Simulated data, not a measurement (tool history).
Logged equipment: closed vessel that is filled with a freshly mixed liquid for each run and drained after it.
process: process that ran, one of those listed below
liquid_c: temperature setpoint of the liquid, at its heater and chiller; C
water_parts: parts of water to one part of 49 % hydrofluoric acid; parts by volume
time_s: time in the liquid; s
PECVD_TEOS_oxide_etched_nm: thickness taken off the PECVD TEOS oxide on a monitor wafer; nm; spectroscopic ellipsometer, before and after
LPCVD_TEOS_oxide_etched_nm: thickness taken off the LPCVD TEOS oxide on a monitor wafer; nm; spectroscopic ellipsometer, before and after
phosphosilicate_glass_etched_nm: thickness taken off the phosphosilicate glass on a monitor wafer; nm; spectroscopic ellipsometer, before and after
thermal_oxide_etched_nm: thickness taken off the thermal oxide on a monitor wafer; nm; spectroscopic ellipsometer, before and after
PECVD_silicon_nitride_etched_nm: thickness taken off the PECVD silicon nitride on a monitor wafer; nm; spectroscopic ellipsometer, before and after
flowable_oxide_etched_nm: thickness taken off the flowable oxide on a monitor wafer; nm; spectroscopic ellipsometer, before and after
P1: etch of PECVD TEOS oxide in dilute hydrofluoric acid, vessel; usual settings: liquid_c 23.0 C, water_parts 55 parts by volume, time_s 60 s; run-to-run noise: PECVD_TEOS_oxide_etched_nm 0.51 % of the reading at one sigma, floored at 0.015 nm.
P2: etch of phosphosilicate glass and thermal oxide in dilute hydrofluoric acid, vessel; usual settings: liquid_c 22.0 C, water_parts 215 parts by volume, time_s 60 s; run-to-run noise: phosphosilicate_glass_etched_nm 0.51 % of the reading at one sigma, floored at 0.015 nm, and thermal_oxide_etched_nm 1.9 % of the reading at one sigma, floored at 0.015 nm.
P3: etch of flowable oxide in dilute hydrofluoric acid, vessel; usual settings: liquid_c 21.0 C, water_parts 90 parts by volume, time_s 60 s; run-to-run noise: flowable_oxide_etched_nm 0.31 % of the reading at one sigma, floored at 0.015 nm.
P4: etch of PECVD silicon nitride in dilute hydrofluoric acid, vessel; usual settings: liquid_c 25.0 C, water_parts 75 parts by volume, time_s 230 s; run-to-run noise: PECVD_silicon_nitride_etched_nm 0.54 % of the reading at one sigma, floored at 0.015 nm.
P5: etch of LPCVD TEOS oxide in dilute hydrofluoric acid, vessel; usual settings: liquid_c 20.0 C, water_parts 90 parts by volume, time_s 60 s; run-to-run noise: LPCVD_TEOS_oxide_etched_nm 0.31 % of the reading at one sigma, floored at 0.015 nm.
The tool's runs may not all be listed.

| run | hour | process | liquid_c | water_parts | time_s | hours since the thermometer was replaced | hours since the hydrofluoric acid flow meter was replaced | PECVD_TEOS_oxide_etched_nm | LPCVD_TEOS_oxide_etched_nm | phosphosilicate_glass_etched_nm | thermal_oxide_etched_nm | PECVD_silicon_nitride_etched_nm | flowable_oxide_etched_nm |
|---|---|---|---|---|---|---|---|---|---|---|---|---|---|
| 1 | 9.6 | P1 | 23.0 | 55 | 60 | 1339.9 | 365.0 | 26.1120 |  |  |  |  |  |
| 2 | 19.3 | P1 | 23.0 | 55 | 60 | 1349.6 | 374.7 | 26.0720 |  |  |  |  |  |
| 3 | 29.1 | P1 | 23.0 | 25 | 60 | 1359.4 | 384.5 | 59.8210 |  |  |  |  |  |
| 4 | 40.8 | P1 | 23.0 | 55 | 60 | 1371.1 | 396.2 | 26.1090 |  |  |  |  |  |
| 5 | 50.6 | P1 | 23.0 | 55 | 60 | 1380.9 | 406.0 | 26.2710 |  |  |  |  |  |
| 6 | 63.7 | P1 | 23.0 | 55 | 60 | 1394.0 | 419.1 | 26.3870 |  |  |  |  |  |
| 7 | 74.5 | P5 | 28.0 | 90 | 60 | 1404.8 | 429.9 |  | 29.595 |  |  |  |  |
| 8 | 88.2 | P2 | 29.0 | 215 | 60 | 1418.5 | 443.6 |  |  | 47.871 | 1.4561 |  |  |
|  | 92.3 | thermometer replaced |
| 9 | 95.8 | P4 | 25.0 | 75 | 230 | 3.5 | 451.2 |  |  |  |  | 17.961 |  |
| 10 | 103.1 | P2 | 22.0 | 45 | 60 | 10.8 | 458.5 |  |  | 216.770 | 6.3571 |  |  |
| 11 | 113.1 | P1 | 17.5 | 55 | 60 | 20.8 | 468.5 | 20.7570 |  |  |  |  |  |
| 12 | 121.5 | P3 | 17.0 | 90 | 60 | 29.2 | 476.9 |  |  |  |  |  | 27.166 |
| 13 | 128.2 | P4 | 25.0 | 75 | 465 | 35.9 | 483.6 |  |  |  |  | 36.594 |  |
| 14 | 140.0 | P2 | 22.0 | 215 | 60 | 47.7 | 495.4 |  |  | 37.564 | 1.1203 |  |  |
| 15 | 151.6 | P3 | 21.0 | 90 | 115 | 59.3 | 507.0 |  |  |  |  |  | 61.477 |
| 16 | 162.9 | P1 | 23.0 | 85 | 30 | 70.6 | 518.3 | 8.1983 |  |  |  |  |  |
| 17 | 172.6 | P1 | 23.0 | 80 | 60 | 80.3 | 528.0 | 17.3890 |  |  |  |  |  |
| 18 | 183.3 | P4 | 25.0 | 75 | 230 | 91.0 | 538.7 |  |  |  |  | 17.993 |  |
| 19 | 196.8 | P1 | 23.0 | 55 | 95 | 104.5 | 552.2 | 41.4070 |  |  |  |  |  |
| 20 | 203.6 | P5 | 20.0 | 90 | 60 | 111.3 | 559.0 |  | 21.654 |  |  |  |  |
| 21 | 212.1 | P4 | 25.0 | 130 | 230 | 119.8 | 567.5 |  |  |  |  | 10.482 |  |
| 22 | 223.4 | P4 | 18.5 | 75 | 230 | 131.1 | 578.8 |  |  |  |  | 11.657 |  |
| 23 | 231.0 | P2 | 22.0 | 215 | 115 | 138.7 | 586.4 |  |  | 72.367 | 2.0456 |  |  |
| 24 | 243.3 | P1 | 17.0 | 55 | 110 | 151.0 | 598.7 | 37.5050 |  |  |  |  |  |

For run 25, what comes out?
| 25 | 254.8 | P3 | 21.0 | 20 | 60 | 162.5 | 610.2 |  |  |  |  |  | ? |

flowable_oxide_etched_nm: 157.610 nm
